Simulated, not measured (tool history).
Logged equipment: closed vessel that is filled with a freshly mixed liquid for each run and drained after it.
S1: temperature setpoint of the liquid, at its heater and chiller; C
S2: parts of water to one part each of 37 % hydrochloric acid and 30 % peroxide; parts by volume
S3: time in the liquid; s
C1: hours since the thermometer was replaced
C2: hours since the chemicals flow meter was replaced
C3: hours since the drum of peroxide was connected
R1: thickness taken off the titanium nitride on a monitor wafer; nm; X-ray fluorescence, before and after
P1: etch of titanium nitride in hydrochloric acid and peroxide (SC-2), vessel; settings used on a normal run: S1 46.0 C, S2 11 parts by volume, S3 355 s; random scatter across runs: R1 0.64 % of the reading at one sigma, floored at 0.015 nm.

| run | hour | S1 | S2 | S3 | C1 | C2 | C3 | R1 |
|---|---|---|---|---|---|---|---|---|
| 1 | 7.7 | 46.0 | 11 | 355 | 983.4 | 177.1 | 526.5 | 4.26660 |
| 2 | 15.5 | 46.0 | 11 | 690 | 991.2 | 184.9 | 534.3 | 8.33680 |
| 3 | 24.1 | 46.0 | 17 | 355 | 999.8 | 193.5 | 542.9 | 2.96040 |
| 4 | 28.9 | 35.0 | 11 | 355 | 1004.6 | 198.3 | 547.7 | 1.94920 |
| 5 | 33.6 | 46.0 | 11 | 355 | 1009.3 | 203.0 | 552.4 | 4.24570 |
| 6 | 39.4 | 46.0 | 11 | 355 | 1015.1 | 208.8 | 558.2 | 4.27700 |
| 7 | 45.7 | 46.0 | 11 | 355 | 1021.4 | 215.1 | 564.5 | 4.28670 |
| 8 | 54.1 | 59.5 | 11 | 675 | 1029.8 | 223.5 | 572.9 | 19.97600 |
| 9 | 59.5 | 46.0 | 11 | 70 | 1035.2 | 228.9 | 578.3 | 0.84009 |
| 10 | 64.3 | 46.0 | 11 | 355 | 1040.0 | 233.7 | 583.1 | 4.23800 |
| 11 | 70.0 | 46.0 | 11 | 355 | 1045.7 | 239.4 | 588.8 | 4.27330 |
| 12 | 74.1 | 46.0 | 4 | 355 | 1049.8 | 243.5 | 592.9 | 9.34920 |
| 13 | 79.9 | 59.5 | 11 | 355 | 1055.6 | 249.3 | 598.7 | 10.38000 |
| 14 | 85.1 | 46.0 | 11 | 355 | 1060.8 | 254.5 | 603.9 | 4.26970 |
| 15 | 93.9 | 46.0 | 11 | 355 | 1069.6 | 263.3 | 612.7 | 4.44470 |
| 16 | 102.8 | 46.0 | 11 | 355 | 1078.5 | 272.2 | 621.6 | 4.60240 |
| 17 | 106.9 | 46.0 | 11 | 355 | 1082.6 | 276.3 | 625.7 | 4.53700 |
| 18 | 111.1 | 46.0 | 11 | 355 | 1086.8 | 280.5 | 629.9 | 4.55570 |
| 19 | 120.0 | 46.0 | 11 | 355 | 1095.7 | 289.4 | 638.8 | 4.63800 |
| 20 | 125.7 | 46.0 | 11 | 355 | 1101.4 | 295.1 | 644.5 | 4.63330 |
| 21 | 131.9 | 46.0 | 11 | 355 | 1107.6 | 301.3 | 650.7 | 4.67270 |
| 22 | 137.5 | 46.0 | 11 | 355 | 1113.2 | 306.9 | 656.3 | 4.69560 |
| 23 | 144.1 | 46.0 | 11 | 355 | 1119.8 | 313.5 | 662.9 | 4.61860 |
| 24 | 152.7 | 46.0 | 11 | 355 | 1128.4 | 322.1 | 671.5 | 4.64470 |
| 25 | 156.7 | 46.0 | 11 | 355 | 1132.4 | 326.1 | 675.5 | 4.73640 |

What P1 gives has crept off from where it sat before. The 2 causes that follow fit the log equally well, each at the size noted:
A: liquid hotter than its thermometer reads (K) = 1.34
B: chemicals flow above the setpoint (%) = 11.4
Onset of the creep was near hour 85.1.
Why every other cause is out:
peroxide weaker than its label (%): at most 8, giving a -7.4 % change in R1: too small, or against the direction of the creep

Each of the check runs listed below is run on 5 wafers and reports their average, with the results left as question marks. Pick the one under which the possible causes would lead to clearly different results.
| check 1 | 160.7 | 37.0 | 11.0 | 140 |  |  |  | ? |
| check 2 | 160.7 | 46.0 | 4.0 | 660 |  |  |  | ? |
| check 3 | 160.7 | 57.5 | 11.0 | 130 |  |  |  | ? |
| check 4 | 160.7 | 46.0 | 14.5 | 355 |  |  |  | ? |

How each check would come out, cause by cause:
| check | result | if A | if B |
|---|---|---|---|
| check 1 | R1 | 0.98778 | 0.98190 |
| check 2 | R1 | 18.90100 | 18.51500 |
| check 3 | R1 | 3.64690 | 3.66740 |
| check 4 | R1 | 3.69690 | 3.70810 |
Per-check spread between the two closest causes, in the result where they differ most: check 1 0.6 %; check 2 2.06 %; check 3 0.56 %; check 4 0.3 %
Check 2 tells the causes apart: in the others they would give nearly the same result.

After running check 2, the following was obtained: R1 18.43900 nm. Which cause does this point to?

It was cause B: chemicals flow above the setpoint (%).
